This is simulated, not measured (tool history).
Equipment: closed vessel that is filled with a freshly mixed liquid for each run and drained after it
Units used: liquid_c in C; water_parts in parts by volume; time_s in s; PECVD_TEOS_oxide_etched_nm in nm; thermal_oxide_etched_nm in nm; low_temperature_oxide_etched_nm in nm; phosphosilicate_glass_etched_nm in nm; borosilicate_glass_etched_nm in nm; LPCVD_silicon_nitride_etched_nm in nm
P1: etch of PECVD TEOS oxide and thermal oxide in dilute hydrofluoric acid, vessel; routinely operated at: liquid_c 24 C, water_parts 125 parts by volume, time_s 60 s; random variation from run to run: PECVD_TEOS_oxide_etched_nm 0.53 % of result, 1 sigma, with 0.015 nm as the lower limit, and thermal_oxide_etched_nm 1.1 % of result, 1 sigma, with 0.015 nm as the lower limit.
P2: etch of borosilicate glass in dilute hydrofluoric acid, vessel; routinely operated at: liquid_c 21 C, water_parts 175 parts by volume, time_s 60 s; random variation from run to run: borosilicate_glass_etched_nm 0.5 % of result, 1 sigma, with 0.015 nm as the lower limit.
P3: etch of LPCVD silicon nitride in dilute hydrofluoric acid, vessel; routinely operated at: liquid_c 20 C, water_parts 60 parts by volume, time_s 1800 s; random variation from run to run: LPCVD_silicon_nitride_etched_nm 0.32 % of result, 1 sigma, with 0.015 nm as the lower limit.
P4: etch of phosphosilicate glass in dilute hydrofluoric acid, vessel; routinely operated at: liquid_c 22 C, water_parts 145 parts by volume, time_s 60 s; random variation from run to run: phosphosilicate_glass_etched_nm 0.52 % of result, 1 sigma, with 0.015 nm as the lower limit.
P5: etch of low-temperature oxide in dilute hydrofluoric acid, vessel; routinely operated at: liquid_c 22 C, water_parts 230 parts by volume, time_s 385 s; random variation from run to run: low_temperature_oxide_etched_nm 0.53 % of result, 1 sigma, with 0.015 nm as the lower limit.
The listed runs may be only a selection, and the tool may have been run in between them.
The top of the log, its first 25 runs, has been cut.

| run | hour | process | liquid_c | water_parts | time_s | PECVD_TEOS_oxide_etched_nm | thermal_oxide_etched_nm | low_temperature_oxide_etched_nm | phosphosilicate_glass_etched_nm | borosilicate_glass_etched_nm | LPCVD_silicon_nitride_etched_nm |
|---|---|---|---|---|---|---|---|---|---|---|---|
|  | 116.9 | hydrofluoric acid flow meter replaced |
| 26 | 118.4 | P1 | 24 | 125 | 115 | 19.324 | 3.9779 |  |  |  |  |
| 27 | 122.1 | P1 | 24 | 185 | 115 | 12.12 | 2.6106 |  |  |  |  |
| 28 | 127.3 | P5 | 22 | 230 | 705 |  |  | 66.987 |  |  |  |
| 29 | 130.4 | P1 | 17 | 125 | 60 | 7.5156 | 1.58 |  |  |  |  |
| 30 | 135.3 | P1 | 17 | 125 | 110 | 13.76 | 2.9687 |  |  |  |  |
| 31 | 138.8 | P2 | 21 | 175 | 30 |  |  |  |  | 3.6716 |  |
| 32 | 142.5 | P5 | 22 | 230 | 385 |  |  | 36.108 |  |  |  |
| 33 | 148.3 | P1 | 24 | 125 | 60 | 10.073 | 2.0899 |  |  |  |  |
| 34 | 153.6 | P1 | 24 | 125 | 60 | 9.6536 | 2.016 |  |  |  |  |
| 35 | 156.3 | P1 | 24 | 125 | 60 | 9.5816 | 2.0111 |  |  |  |  |
| 36 | 160.7 | P1 | 24 | 125 | 60 | 9.4586 | 1.9708 |  |  |  |  |
| 37 | 166.1 | P1 | 24 | 125 | 60 | 9.2603 | 1.9664 |  |  |  |  |
| 38 | 171.4 | P1 | 24 | 125 | 60 | 9.2326 | 1.9539 |  |  |  |  |
| 39 | 175.4 | P1 | 24 | 125 | 60 | 9.1751 | 1.9362 |  |  |  |  |
| 40 | 179.3 | P1 | 24 | 125 | 60 | 9.1947 | 1.9591 |  |  |  |  |

What will run 41 give?
| 41 | 185.2 | P1 | 24 | 125 | 60 | ? | ? |  |  |  |  |

PECVD_TEOS_oxide_etched_nm: 9.1452 nm
thermal_oxide_etched_nm: 1.9426 nm

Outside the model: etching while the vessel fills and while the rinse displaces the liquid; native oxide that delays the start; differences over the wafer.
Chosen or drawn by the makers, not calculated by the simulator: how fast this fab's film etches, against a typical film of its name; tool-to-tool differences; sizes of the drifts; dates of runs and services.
